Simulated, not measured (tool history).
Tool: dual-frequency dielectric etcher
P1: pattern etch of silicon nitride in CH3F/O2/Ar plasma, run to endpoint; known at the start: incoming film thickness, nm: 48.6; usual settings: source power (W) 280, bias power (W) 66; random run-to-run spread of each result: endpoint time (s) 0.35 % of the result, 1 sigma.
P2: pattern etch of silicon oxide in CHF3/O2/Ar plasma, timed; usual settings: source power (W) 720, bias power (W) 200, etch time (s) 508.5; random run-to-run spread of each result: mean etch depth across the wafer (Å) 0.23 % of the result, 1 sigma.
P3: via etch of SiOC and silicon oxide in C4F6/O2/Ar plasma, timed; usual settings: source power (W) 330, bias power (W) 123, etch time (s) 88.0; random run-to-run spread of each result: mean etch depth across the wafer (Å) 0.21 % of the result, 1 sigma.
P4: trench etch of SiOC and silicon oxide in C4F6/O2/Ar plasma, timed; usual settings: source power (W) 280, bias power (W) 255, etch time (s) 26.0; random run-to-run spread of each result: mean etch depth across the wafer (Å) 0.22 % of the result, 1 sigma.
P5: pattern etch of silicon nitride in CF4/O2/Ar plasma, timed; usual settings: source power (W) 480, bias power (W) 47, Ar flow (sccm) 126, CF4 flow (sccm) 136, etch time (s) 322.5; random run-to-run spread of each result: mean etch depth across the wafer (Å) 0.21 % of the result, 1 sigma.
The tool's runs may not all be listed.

| run | hour | process that ran | source power (W) | bias power (W) | Ar flow (sccm) | CF4 flow (sccm) | etch time (s) | hours since the last wet clean | hours since the last source power generator calibration | hours since the last bias power generator calibration | endpoint time (s) | mean etch depth across the wafer (Å) |
|---|---|---|---|---|---|---|---|---|---|---|---|---|
| 1 | 7.1 | P1 | 280 | 66 |  |  |  | 327.5 | 352.0 | 2473.3 | 83.034 |  |
| 2 | 14.3 | P5 | 480 | 47 | 126 | 167 | 322.5 | 334.7 | 359.2 | 2480.5 |  | 5937.30 |
| 3 | 23.0 | P1 | 280 | 83 |  |  |  | 343.4 | 367.9 | 2489.2 | 76.303 |  |
| 4 | 30.2 | P3 | 330 | 123 |  |  | 88.0 | 350.6 | 375.1 | 2496.4 |  | 851.20 |
| 5 | 36.5 | P1 | 280 | 49 |  |  |  | 356.9 | 381.4 | 2502.7 | 91.621 |  |
| 6 | 41.6 | P4 | 190 | 255 |  |  | 26.0 | 362.0 | 386.5 | 2507.8 |  | 444.69 |
| 7 | 48.3 | P5 | 480 | 62 | 126 | 136 | 322.5 | 368.7 | 393.2 | 2514.5 |  | 6434.60 |
| 8 | 56.8 | P5 | 480 | 47 | 126 | 136 | 322.5 | 377.2 | 401.7 | 2523.0 |  | 5776.00 |
| 9 | 63.2 | P2 | 720 | 200 |  |  | 393.5 | 383.6 | 408.1 | 2529.4 |  | 8682.40 |
| 10 | 67.7 | P1 | 280 | 66 |  |  |  | 388.1 | 412.6 | 2533.9 | 83.196 |  |
| 11 | 71.9 | P1 | 330 | 46 |  |  |  | 392.3 | 416.8 | 2538.1 | 88.152 |  |
|  | 73.1 | bias power generator calibrated |
| 12 | 80.5 | P1 | 390 | 66 |  |  |  | 400.9 | 425.4 | 7.5 | 73.534 |  |
| 13 | 87.4 | P5 | 590 | 47 | 126 | 136 | 322.5 | 407.8 | 432.3 | 14.4 |  | 6943.90 |
| 14 | 94.7 | P2 | 720 | 150 |  |  | 508.5 | 415.1 | 439.6 | 21.7 |  | 10226.00 |
| 15 | 102.2 | P1 | 190 | 66 |  |  |  | 422.6 | 447.1 | 29.2 | 95.411 |  |
| 16 | 106.8 | P4 | 280 | 255 |  |  | 32.5 | 427.2 | 451.7 | 33.8 |  | 644.22 |
| 17 | 112.1 | P3 | 430 | 123 |  |  | 88.0 | 432.5 | 457.0 | 39.1 |  | 940.63 |
| 18 | 117.4 | P1 | 170 | 52 |  |  |  | 437.8 | 462.3 | 44.4 | 109.000 |  |
| 19 | 121.7 | P4 | 280 | 255 |  |  | 26.0 | 442.1 | 466.6 | 48.7 |  | 515.96 |
| 20 | 130.4 | P3 | 330 | 123 |  |  | 53.0 | 450.8 | 475.3 | 57.4 |  | 510.83 |
| 21 | 137.6 | P5 | 480 | 47 | 173 | 136 | 322.5 | 458.0 | 482.5 | 64.6 |  | 5565.40 |
| 22 | 143.0 | P5 | 480 | 47 | 126 | 136 | 322.5 | 463.4 | 487.9 | 70.0 |  | 5809.50 |
| 23 | 151.5 | P2 | 720 | 200 |  |  | 508.5 | 471.9 | 496.4 | 78.5 |  | 11238.00 |
| 24 | 157.1 | P1 | 280 | 66 |  |  |  | 477.5 | 502.0 | 84.1 | 83.386 |  |
| 25 | 162.0 | P3 | 330 | 123 |  |  | 88.0 | 482.4 | 506.9 | 89.0 |  | 848.09 |
| 26 | 170.6 | P4 | 280 | 255 |  |  | 26.0 | 491.0 | 515.5 | 97.6 |  | 515.20 |
| 27 | 178.0 | P1 | 280 | 66 |  |  |  | 498.4 | 522.9 | 105.0 | 82.929 |  |
| 28 | 181.9 | P2 | 520 | 200 |  |  | 508.5 | 502.3 | 526.8 | 108.9 |  | 9947.10 |
| 29 | 188.7 | P5 | 480 | 47 | 126 | 136 | 461.0 | 509.1 | 533.6 | 115.7 |  | 8283.00 |
| 30 | 192.8 | P4 | 280 | 326 |  |  | 26.0 | 513.2 | 537.7 | 119.8 |  | 561.30 |
| 31 | 200.4 | P1 | 280 | 66 |  |  |  | 520.8 | 545.3 | 127.4 | 82.731 |  |
| 32 | 205.0 | P3 | 330 | 157 |  |  | 88.0 | 525.4 | 549.9 | 132.0 |  | 911.46 |
| 33 | 213.6 | P1 | 280 | 66 |  |  |  | 534.0 | 558.5 | 140.6 | 82.760 |  |
| 34 | 220.9 | P1 | 280 | 66 |  |  |  | 541.3 | 565.8 | 147.9 | 83.924 |  |
| 35 | 228.4 | P1 | 280 | 66 |  |  |  | 548.8 | 573.3 | 155.4 | 83.884 |  |
| 36 | 234.5 | P1 | 280 | 66 |  |  |  | 554.9 | 579.4 | 161.5 | 84.586 |  |
| 37 | 242.6 | P1 | 280 | 66 |  |  |  | 563.0 | 587.5 | 169.6 | 84.419 |  |
|  | 243.4 | wet clean of the chamber |
| 38 | 249.8 | P1 | 280 | 66 |  |  |  | 6.4 | 594.7 | 176.8 | 84.447 |  |
| 39 | 258.4 | P1 | 280 | 66 |  |  |  | 15.0 | 603.3 | 185.4 | 84.769 |  |

P1 has crept away from where it was. The log is fitted equally well by each of these 2 causes, at the sizes shown:
A: source power that arrives under what is set, % = 4.5
B: bias power that arrives under what is set, % = 4.94
The gradual shift began around hour 213.6.
Other possible causes, and why each is ruled out:
chamber walls in a state that lowers the etch rate, %: work on it at hour 243.4, done after the drift set in, did not restore what the process gave before

Which of the 4 check runs listed below separates the causes, so that each cause would produce a clearly different result? Each run uses one wafer, and its results are marked with question marks.
| check 1 | 267.0 | P4 | 280 | 255 |  |  | 26.0 |  |  |  |  | ? |
| check 2 | 267.0 | P5 | 480 | 47 | 126 | 136 | 322.5 |  |  |  |  | ? |
| check 3 | 267.0 | P3 | 330 | 123 |  |  | 88.0 |  |  |  |  | ? |
| check 4 | 267.0 | P2 | 720 | 200 |  |  | 508.5 |  |  |  |  | ? |

Check results expected under each cause:
| check | result | if A | if B |
|---|---|---|---|
| check 1 | mean etch depth across the wafer (Å) | 507.23 | 507.19 |
| check 2 | mean etch depth across the wafer (Å) | 5568.60 | 5690.90 |
| check 3 | mean etch depth across the wafer (Å) | 832.94 | 835.50 |
| check 4 | mean etch depth across the wafer (Å) | 11039.00 | 11044.00 |
Gap, in per cent, between the two causes that each check separates least, read from the result that separates them most: check 1 0.01 %; check 2 2.17 %; check 3 0.31 %; check 4 0.05 %
Only check 2 tells the causes apart: in the others they would give nearly the same result.

Check 2 was carried out, with these results: mean etch depth across the wafer (Å) 5573.70. Which of the listed causes is responsible?

It is A: source power that arrives under what is set, %.
